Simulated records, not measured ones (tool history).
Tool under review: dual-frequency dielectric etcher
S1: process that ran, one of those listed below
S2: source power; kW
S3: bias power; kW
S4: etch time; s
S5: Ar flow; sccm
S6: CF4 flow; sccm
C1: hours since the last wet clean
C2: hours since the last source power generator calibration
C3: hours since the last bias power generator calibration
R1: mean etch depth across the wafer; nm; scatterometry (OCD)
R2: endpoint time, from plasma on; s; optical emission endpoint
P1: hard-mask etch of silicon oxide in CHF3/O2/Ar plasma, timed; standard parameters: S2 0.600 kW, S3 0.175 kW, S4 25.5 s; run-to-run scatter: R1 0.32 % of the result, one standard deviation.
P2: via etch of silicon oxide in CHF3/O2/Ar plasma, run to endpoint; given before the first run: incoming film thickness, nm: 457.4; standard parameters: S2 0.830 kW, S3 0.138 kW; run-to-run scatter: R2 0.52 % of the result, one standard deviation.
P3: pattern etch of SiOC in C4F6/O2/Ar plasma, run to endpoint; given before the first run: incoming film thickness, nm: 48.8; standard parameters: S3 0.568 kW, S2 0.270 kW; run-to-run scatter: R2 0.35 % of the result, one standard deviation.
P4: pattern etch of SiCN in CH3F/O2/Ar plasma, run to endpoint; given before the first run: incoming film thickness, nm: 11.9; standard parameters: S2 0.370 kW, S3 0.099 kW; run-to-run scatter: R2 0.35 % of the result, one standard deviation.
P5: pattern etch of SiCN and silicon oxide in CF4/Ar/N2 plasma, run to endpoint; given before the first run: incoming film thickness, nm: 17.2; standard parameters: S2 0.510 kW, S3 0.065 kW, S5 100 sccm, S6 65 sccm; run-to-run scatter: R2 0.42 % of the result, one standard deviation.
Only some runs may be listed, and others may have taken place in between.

run	hour	S1	S2	S3	S4	S5	S6	C1	C2	C3	R1	R2
1	16.1	P1	0.600	0.175	25.5			330.1	2384.2	988.6	51.484	
2	32.1	P1	0.730	0.175	25.5			346.1	2400.2	1004.6	55.723	
3	42.7	P1	0.600	0.175	25.5			356.7	2410.8	1015.2	51.724	
4	57.1	P5	0.510	0.065		100	47	371.1	2425.2	1029.6		19.351
5	73.9	P5	0.510	0.065		138	65	387.9	2442.0	1046.4		19.402
6	90.1	P2	0.830	0.138				404.1	2458.2	1062.6		218.500
7	105.4	P1	0.490	0.175	25.5			419.4	2473.5	1077.9	47.711	
8	121.1	P3	0.200	0.568				435.1	2489.2	1093.6		19.706
9	134.3	P1	0.600	0.175	37.0			448.3	2502.4	1106.8	74.893	
10	147.5	P1	0.470	0.106	25.5			461.5	2515.6	1120.0	40.095	
11	163.6	P5	0.510	0.065		100	65	477.6	2531.7	1136.1		18.327
12	178.3	P2	1.040	0.138				492.3	2546.4	1150.8		202.620
13	186.8	P4	0.370	0.099				500.8	2554.9	1159.3		29.178
14	197.7	P2	0.830	0.138				511.7	2565.8	1170.2		222.720
15	208.7	P4	0.370	0.133				522.7	2576.8	1181.2		26.164
16	217.3	P1	0.600	0.175	15.0			531.3	2585.4	1189.8	30.221	
17	232.8	P2	0.830	0.110				546.8	2600.9	1205.3		236.740
# hour 243.8: source power generator calibrated
18	245.2	P5	0.510	0.065		100	65	559.2	1.4	1217.7		18.379
19	261.2	P1	0.600	0.216	25.5			575.2	17.4	1233.7	55.231	
20	269.7	P3	0.270	0.568				583.7	25.9	1242.2		17.865
21	278.4	P4	0.490	0.099				592.4	34.6	1250.9		26.199
22	287.1	P1	0.600	0.115	25.5			601.1	43.3	1259.6	45.286	
23	296.0	P1	0.450	0.175	37.0			610.0	52.2	1268.5	66.557	
24	312.5	P1	0.600	0.175	25.5			626.5	68.7	1285.0	51.580	
25	329.4	P1	0.600	0.175	25.5			643.4	85.6	1301.9	51.646	
26	344.8	P5	0.310	0.065		100	65	658.8	101.0	1317.3		28.507
27	354.5	P3	0.270	0.673				668.5	110.7	1327.0		16.665
28	369.0	P3	0.270	0.568				683.0	125.2	1341.5		17.776
29	383.7	P4	0.370	0.099				697.7	139.9	1356.2		29.334
30	398.6	P1	0.600	0.175	25.5			712.6	154.8	1371.1	51.513	
31	413.7	P5	0.510	0.044		100	65	727.7	169.9	1386.2		20.751
32	431.0	P1	0.600	0.175	25.5			745.0	187.2	1403.5	51.477	
33	443.9	P1	0.600	0.175	25.5			757.9	200.1	1416.4	51.146	
34	459.2	P1	0.600	0.175	25.5			773.2	215.4	1431.7	51.009	

What does the tool deliver on the next run?
35	473.7	P1	0.600	0.175	25.5			787.7	229.9	1446.2	?	

Run 35 came out at R1 50.791 nm.
